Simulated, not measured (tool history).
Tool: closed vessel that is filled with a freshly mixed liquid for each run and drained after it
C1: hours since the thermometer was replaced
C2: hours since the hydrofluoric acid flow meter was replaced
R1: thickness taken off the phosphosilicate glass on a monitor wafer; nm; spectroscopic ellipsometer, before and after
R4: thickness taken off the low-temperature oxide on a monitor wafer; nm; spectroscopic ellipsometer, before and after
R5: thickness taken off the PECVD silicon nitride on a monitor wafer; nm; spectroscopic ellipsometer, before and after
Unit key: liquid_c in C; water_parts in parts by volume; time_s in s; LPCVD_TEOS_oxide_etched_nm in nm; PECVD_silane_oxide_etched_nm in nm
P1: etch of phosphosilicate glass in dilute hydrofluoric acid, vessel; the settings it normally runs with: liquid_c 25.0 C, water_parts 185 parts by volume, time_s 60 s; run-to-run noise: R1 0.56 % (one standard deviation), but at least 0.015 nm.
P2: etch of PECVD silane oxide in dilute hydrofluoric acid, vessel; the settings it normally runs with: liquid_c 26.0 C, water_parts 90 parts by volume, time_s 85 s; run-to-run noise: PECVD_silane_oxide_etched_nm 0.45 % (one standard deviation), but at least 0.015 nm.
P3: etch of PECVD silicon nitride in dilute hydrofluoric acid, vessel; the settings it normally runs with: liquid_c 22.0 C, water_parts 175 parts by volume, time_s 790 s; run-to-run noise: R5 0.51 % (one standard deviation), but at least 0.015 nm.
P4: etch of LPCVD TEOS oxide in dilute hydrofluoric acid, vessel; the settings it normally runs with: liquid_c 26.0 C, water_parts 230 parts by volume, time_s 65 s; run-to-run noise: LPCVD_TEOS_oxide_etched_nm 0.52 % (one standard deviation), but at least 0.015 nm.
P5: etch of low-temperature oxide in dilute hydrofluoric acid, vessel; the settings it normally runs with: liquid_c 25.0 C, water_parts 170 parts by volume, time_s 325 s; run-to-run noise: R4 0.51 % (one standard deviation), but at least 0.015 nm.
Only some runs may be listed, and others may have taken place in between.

run 1 hour=5.7 | process=P1 liquid_c=25.0 water_parts=185 time_s=60 | C1=122.7 C2=697.3 | R1=53.732
run 2 hour=11.1 | process=P1 liquid_c=25.0 water_parts=50 time_s=60 | C1=128.1 C2=702.7 | R1=233.720
run 3 hour=19.0 | process=P1 liquid_c=25.0 water_parts=185 time_s=60 | C1=136.0 C2=710.6 | R1=53.882
run 4 hour=26.7 | process=P4 liquid_c=18.0 water_parts=230 time_s=65 | C1=143.7 C2=718.3 | LPCVD_TEOS_oxide_etched_nm=10.8590
run 5 hour=33.6 | process=P1 liquid_c=25.0 water_parts=185 time_s=100 | C1=150.6 C2=725.2 | R1=89.267
run 6 hour=38.9 | process=P2 liquid_c=21.5 water_parts=90 time_s=85 | C1=155.9 C2=730.5 | PECVD_silane_oxide_etched_nm=28.945
run 7 hour=45.5 | process=P4 liquid_c=26.0 water_parts=230 time_s=65 | C1=162.5 C2=737.1 | LPCVD_TEOS_oxide_etched_nm=14.4750
run 8 hour=51.9 | process=P5 liquid_c=18.5 water_parts=170 time_s=325 | C1=168.9 C2=743.5 | R4=17.230
run 9 hour=57.3 | process=P2 liquid_c=26.0 water_parts=90 time_s=45 | C1=174.3 C2=748.9 | PECVD_silane_oxide_etched_nm=18.320
run 10 hour=65.1 | process=P5 liquid_c=25.0 water_parts=90 time_s=325 | C1=182.1 C2=756.7 | R4=46.077
run 11 hour=68.7 | process=P2 liquid_c=26.0 water_parts=30 time_s=85 | C1=185.7 C2=760.3 | PECVD_silane_oxide_etched_nm=111.980
run 12 hour=72.1 | process=P1 liquid_c=25.0 water_parts=185 time_s=60 | C1=189.1 C2=763.7 | R1=53.942
run 13 hour=78.7 | process=P1 liquid_c=17.0 water_parts=120 time_s=60 | C1=195.7 C2=770.3 | R1=65.132
run 14 hour=83.5 | process=P1 liquid_c=17.0 water_parts=185 time_s=60 | C1=200.5 C2=775.1 | R1=39.088
run 15 hour=90.5 | process=P1 liquid_c=25.0 water_parts=185 time_s=30 | C1=207.5 C2=782.1 | R1=26.936
run 16 hour=95.1 | process=P3 liquid_c=22.0 water_parts=175 time_s=1155 | C1=212.1 C2=786.7 | R5=11.9630
run 17 hour=100.4 | process=P1 liquid_c=25.0 water_parts=335 time_s=60 | C1=217.4 C2=792.0 | R1=25.160
run 18 hour=106.6 | process=P4 liquid_c=26.0 water_parts=330 time_s=65 | C1=223.6 C2=798.2 | LPCVD_TEOS_oxide_etched_nm=9.2175
run 19 hour=111.2 | process=P2 liquid_c=26.0 water_parts=90 time_s=85 | C1=228.2 C2=802.8 | PECVD_silane_oxide_etched_nm=34.444
run 20 hour=115.0 | process=P1 liquid_c=18.0 water_parts=310 time_s=60 | C1=232.0 C2=806.6 | R1=21.892
run 21 hour=118.5 | process=P1 liquid_c=25.0 water_parts=185 time_s=60 | C1=235.5 C2=810.1 | R1=53.579
run 22 hour=125.7 | process=P3 liquid_c=22.0 water_parts=175 time_s=790 | C1=242.7 C2=817.3 | R5=8.1732
run 23 hour=133.2 | process=P3 liquid_c=30.5 water_parts=175 time_s=790 | C1=250.2 C2=824.8 | R5=14.0010
run 24 hour=137.2 | process=P5 liquid_c=25.0 water_parts=170 time_s=325 | C1=254.2 C2=828.8 | R4=22.319

Run 25, settings as shown, results not yet in. Your forecast:
run 25 hour=144.7 | process=P4 liquid_c=26.0 water_parts=230 time_s=65 | C1=261.7 C2=836.3 | LPCVD_TEOS_oxide_etched_nm=?

{"run 25": {"LPCVD_TEOS_oxide_etched_nm": 14.426}}
